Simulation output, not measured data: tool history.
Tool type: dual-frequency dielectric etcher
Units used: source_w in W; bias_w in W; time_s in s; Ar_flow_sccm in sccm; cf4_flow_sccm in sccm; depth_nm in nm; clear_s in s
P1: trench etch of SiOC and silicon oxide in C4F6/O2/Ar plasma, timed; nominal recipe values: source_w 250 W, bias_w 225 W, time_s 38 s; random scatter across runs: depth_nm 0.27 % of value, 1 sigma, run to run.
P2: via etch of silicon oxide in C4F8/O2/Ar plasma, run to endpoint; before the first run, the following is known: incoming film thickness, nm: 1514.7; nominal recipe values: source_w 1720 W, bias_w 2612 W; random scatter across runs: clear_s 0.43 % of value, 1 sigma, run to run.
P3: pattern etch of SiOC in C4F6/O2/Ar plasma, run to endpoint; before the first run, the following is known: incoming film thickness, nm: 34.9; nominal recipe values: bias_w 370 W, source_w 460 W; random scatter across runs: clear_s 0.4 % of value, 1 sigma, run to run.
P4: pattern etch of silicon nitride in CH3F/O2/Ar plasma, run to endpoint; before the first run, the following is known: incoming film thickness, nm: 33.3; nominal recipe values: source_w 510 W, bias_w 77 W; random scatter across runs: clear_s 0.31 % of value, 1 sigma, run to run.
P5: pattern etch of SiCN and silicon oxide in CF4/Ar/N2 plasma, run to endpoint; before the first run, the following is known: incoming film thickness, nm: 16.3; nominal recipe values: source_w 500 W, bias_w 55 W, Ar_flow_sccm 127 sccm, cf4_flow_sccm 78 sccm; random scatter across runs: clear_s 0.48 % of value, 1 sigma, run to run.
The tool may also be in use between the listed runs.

run   hour  process  source_w  bias_w  time_s  Ar_flow_sccm  cf4_flow_sccm  hours since the last wet clean  hours since the last source power generator calibration  hours since the last bias power generator calibration  depth_nm  clear_s
  1    8.4       P1       250     225      38                                                        156.8                                                   2308.9                                                 1411.1    67.932
  2   22.6       P2      2430    2612                                                                  171                                                   2323.1                                                 1425.3              255.7
  3   30.6       P1       340     225      38                                                          179                                                   2331.1                                                 1433.3    76.408
  4   46.1       P1       250     312      24                                                        194.5                                                   2346.6                                                 1448.8    47.866
  5   57.4       P2      1720    1863                                                                205.8                                                   2357.9                                                 1460.1             321.87
  6   71.3       P4       510      77                                                                219.7                                                   2371.8                                                   1474             42.132
  7   80.6       P4       510     106                                                                  229                                                   2381.1                                                 1483.3             37.818
  8   93.7       P3       460     370                                                                242.1                                                   2394.2                                                 1496.4             12.643
  9  109.3       P1       250     225      38                                                        257.7                                                   2409.8                                                   1512      67.9
 10  124.8       P1       190     225      38                                                        273.2                                                   2425.3                                                 1527.5    61.133
 11  136.4       P1       210     161      38                                                        284.8                                                   2436.9                                                 1539.1    56.854
 12  150.2       P5       500      55                    95             78                           298.6                                                   2450.7                                                 1552.9             18.467
 13  166.8       P3       320     370                                                                315.2                                                   2467.3                                                 1569.5             14.348
     172.4  -- bias power generator calibrated
 14    181       P1       250     157      38                                                        329.4                                                   2481.5                                                    8.6    60.072
 15  196.1       P1       250     225    50.5                                                        344.5                                                   2496.6                                                   23.7    90.249
 16    206       P3       460     370                                                                354.4                                                   2506.5                                                   33.6             12.585
 17    214       P4       510      77                                                                362.4                                                   2514.5                                                   41.6             42.327
 18  225.9       P2      1720    2612                                                                374.3                                                   2526.4                                                   53.5             293.04
 19  241.1       P5       500      55                   127             78                           389.5                                                   2541.6                                                   68.7             19.303
 20  248.5       P1       250     317      38                                                        396.9                                                     2549                                                   76.1    76.361
 21  263.1       P1       250     225      21                                                        411.5                                                   2563.6                                                   90.7    37.457
 22  273.9       P2      1720    2612                                                                422.3                                                   2574.4                                                  101.5             289.31
 23  283.6       P4       310      77                                                                  432                                                   2584.1                                                  111.2             50.838
 24  298.1       P5       650      55                   127             78                           446.5                                                   2598.6                                                  125.7             15.338
 25  314.9       P5       500      32                   127             78                           463.3                                                   2615.4                                                  142.5             22.715
 26  323.3       P3       460     229                                                                471.7                                                   2623.8                                                  150.9             14.776
 27  334.1       P1       250     225      38                                                        482.5                                                   2634.6                                                  161.7    67.698
 28  347.6       P1       250     312      47                                                          496                                                   2648.1                                                  175.2     94.55
 29  357.6       P5       500      55                   127            106                             506                                                   2658.1                                                  185.2             18.422
 30    369       P1       250     225      38                                                        517.4                                                   2669.5                                                  196.6    67.799
 31    380       P1       250     225      38                                                        528.4                                                   2680.5                                                  207.6    67.832
 32  388.4       P1       250     225      38                                                        536.8                                                   2688.9                                                    216    67.607
 33    404       P1       250     225      38                                                        552.4                                                   2704.5                                                  231.6    68.346
 34  417.7       P1       250     225      38                                                        566.1                                                   2718.2                                                  245.3    68.722
 35  428.2       P1       250     225      38                                                        576.6                                                   2728.7                                                  255.8     68.59
 36  438.9       P1       250     225      38                                                        587.3                                                   2739.4                                                  266.5    68.549
     444.8  -- wet clean of the chamber
 37  451.3       P1       250     225      38                                                          6.6                                                   2751.8                                                  278.9     68.89
 38  459.9       P1       250     225      38                                                         15.2                                                   2760.4                                                  287.5    68.669
 39  473.3       P1       250     225      38                                                         28.6                                                   2773.8                                                  300.9    68.536
 40  486.4       P1       250     225      38                                                         41.7                                                   2786.9                                                    314    68.712
 41  494.9       P1       250     225      38                                                         50.2                                                   2795.4                                                  322.5     68.63

P1 has crept away from where it was. The log is fitted equally well by each of these 2 causes, at the sizes shown:
A: source power that arrives over what is set, % = 3.7
B: bias power that arrives over what is set, % = 4.11
The drift started at roughly hour 388.4.
Why every other cause is out:
chamber walls in a state that raises the etch rate, %: was serviced at hour 444.8, once the creep was under way, yet the earlier output never came back

You are offered 4 check runs, listed below with question marks in place of their results; each one averages 3 wafers. Which run separates the listed causes by giving clearly different results for each?
check 1  503.4       P5       500      33                   127             78                                                                                                                                                                  ?
check 2  503.4       P2      2390    2612                                                                                                                                                                                                       ?
check 3  503.4       P3       390     305                                                                                                                                                                                                       ?
check 4  503.4       P4       510      94                                                                                                                                                                                                       ?

Predicted outcomes, by check and by cause:
  check   result    if A    if B
check 1  clear_s  21.826  22.301
check 2  clear_s  253.01  253.59
check 3  clear_s  14.083   14.08
check 4  clear_s  38.799  38.769
Per check, the gap between the least separated pair of causes, taken in the result that splits them most: check 1 2.15 %; check 2 0.23 %; check 3 0.02 %; check 4 0.08 %
The other checks would show nearly matching results whichever cause is true, so check 1 is the only one that separates the causes.

The results of check 1 are: clear_s 21.734 s. Based on these, which of the listed causes is it?

It is A: source power that arrives over what is set, %.

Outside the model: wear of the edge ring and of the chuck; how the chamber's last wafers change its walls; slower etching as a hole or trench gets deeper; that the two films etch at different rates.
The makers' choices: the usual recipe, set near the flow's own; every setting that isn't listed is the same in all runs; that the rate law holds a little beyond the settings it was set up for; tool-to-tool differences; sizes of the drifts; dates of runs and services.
